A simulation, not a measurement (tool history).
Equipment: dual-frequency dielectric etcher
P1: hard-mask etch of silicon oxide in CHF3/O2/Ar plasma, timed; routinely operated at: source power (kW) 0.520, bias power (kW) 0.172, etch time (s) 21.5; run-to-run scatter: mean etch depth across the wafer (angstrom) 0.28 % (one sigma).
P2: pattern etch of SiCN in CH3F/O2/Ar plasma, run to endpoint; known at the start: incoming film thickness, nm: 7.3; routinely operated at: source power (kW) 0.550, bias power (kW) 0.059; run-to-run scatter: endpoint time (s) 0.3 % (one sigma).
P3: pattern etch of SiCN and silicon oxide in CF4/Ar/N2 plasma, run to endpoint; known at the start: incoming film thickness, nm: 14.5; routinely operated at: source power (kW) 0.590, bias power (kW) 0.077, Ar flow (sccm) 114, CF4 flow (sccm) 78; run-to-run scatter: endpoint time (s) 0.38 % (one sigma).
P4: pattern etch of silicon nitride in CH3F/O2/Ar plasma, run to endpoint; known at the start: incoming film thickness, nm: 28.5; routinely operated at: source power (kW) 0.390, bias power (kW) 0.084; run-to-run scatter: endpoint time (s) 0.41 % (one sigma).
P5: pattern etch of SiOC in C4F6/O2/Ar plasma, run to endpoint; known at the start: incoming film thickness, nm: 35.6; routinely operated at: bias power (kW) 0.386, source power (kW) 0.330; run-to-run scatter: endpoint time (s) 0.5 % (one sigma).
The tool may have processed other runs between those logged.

run,hour,process that ran,source power (kW),bias power (kW),etch time (s),Ar flow (sccm),CF4 flow (sccm),hours since the last wet clean,hours since the last source power generator calibration,hours since the last bias power generator calibration,mean etch depth across the wafer (angstrom),endpoint time (s)
1,7.9,P1,0.520,0.172,21.5,,,154.3,1905.2,3233.1,404.07,
2,13.3,P1,0.520,0.128,21.5,,,159.7,1910.6,3238.5,368.20,
3,21.3,P1,0.520,0.172,30.0,,,167.7,1918.6,3246.5,564.60,
4,32.0,P1,0.520,0.172,21.5,,,178.4,1929.3,3257.2,404.57,
5,37.9,P4,0.230,0.084,,,,184.3,1935.2,3263.1,,48.718
6,46.3,P4,0.390,0.049,,,,192.7,1943.6,3271.5,,47.446
7,58.5,P1,0.520,0.172,21.5,,,204.9,1955.8,3283.7,404.22,
8,68.1,P1,0.520,0.172,21.5,,,214.5,1965.4,3293.3,405.76,
9,73.9,P3,0.590,0.051,,114,78,220.3,1971.2,3299.1,,15.311
10,80.3,P2,0.550,0.059,,,,226.7,1977.6,3305.5,,18.516
# hour 85.2: wet clean of the chamber
11,88.1,P3,0.590,0.077,,75,78,3.0,1985.4,3313.3,,12.697
12,96.1,P4,0.390,0.084,,,,11.0,1993.4,3321.3,,39.431
# hour 100.9: source power generator calibrated
13,103.3,P5,0.440,0.386,,,,18.2,2.5,3328.5,,12.840
14,114.9,P2,0.340,0.059,,,,29.8,14.1,3340.1,,22.376
15,122.0,P1,0.630,0.172,21.5,,,36.9,21.2,3347.2,435.35,
16,132.9,P1,0.370,0.172,21.5,,,47.8,32.1,3358.1,355.43,
17,143.8,P1,0.620,0.172,13.5,,,58.7,43.0,3369.0,272.92,
18,152.0,P3,0.590,0.077,,114,96,66.9,51.2,3377.2,,13.031
19,164.2,P1,0.520,0.172,21.5,,,79.1,63.4,3389.4,405.61,
20,176.0,P5,0.330,0.386,,,,90.9,75.2,3401.2,,14.310
21,184.4,P5,0.330,0.386,,,,99.3,83.6,3409.6,,14.076
22,194.9,P2,0.550,0.077,,,,109.8,94.1,3420.1,,16.935
23,205.2,P5,0.330,0.496,,,,120.1,104.4,3430.4,,12.841
24,212.4,P1,0.520,0.136,26.5,,,127.3,111.6,3437.6,461.84,
25,220.8,P1,0.520,0.172,12.0,,,135.7,120.0,3446.0,225.72,
26,227.5,P1,0.520,0.229,21.5,,,142.4,126.7,3452.7,447.54,
27,238.7,P1,0.520,0.172,21.5,,,153.6,137.9,3463.9,403.50,
28,249.1,P3,0.360,0.077,,114,78,164.0,148.3,3474.3,,20.713
29,260.0,P3,0.590,0.077,,114,78,174.9,159.2,3485.2,,13.414
30,271.2,P1,0.520,0.172,21.5,,,186.1,170.4,3496.4,403.73,
31,280.0,P1,0.520,0.172,21.5,,,194.9,179.2,3505.2,406.58,
32,290.3,P1,0.520,0.172,21.5,,,205.2,189.5,3515.5,407.85,
33,300.1,P1,0.520,0.172,21.5,,,215.0,199.3,3525.3,410.00,

Expected results for the next run?
34,305.9,P1,0.520,0.172,21.5,,,220.8,205.1,3531.1,?,

mean etch depth across the wafer (angstrom): 410.73
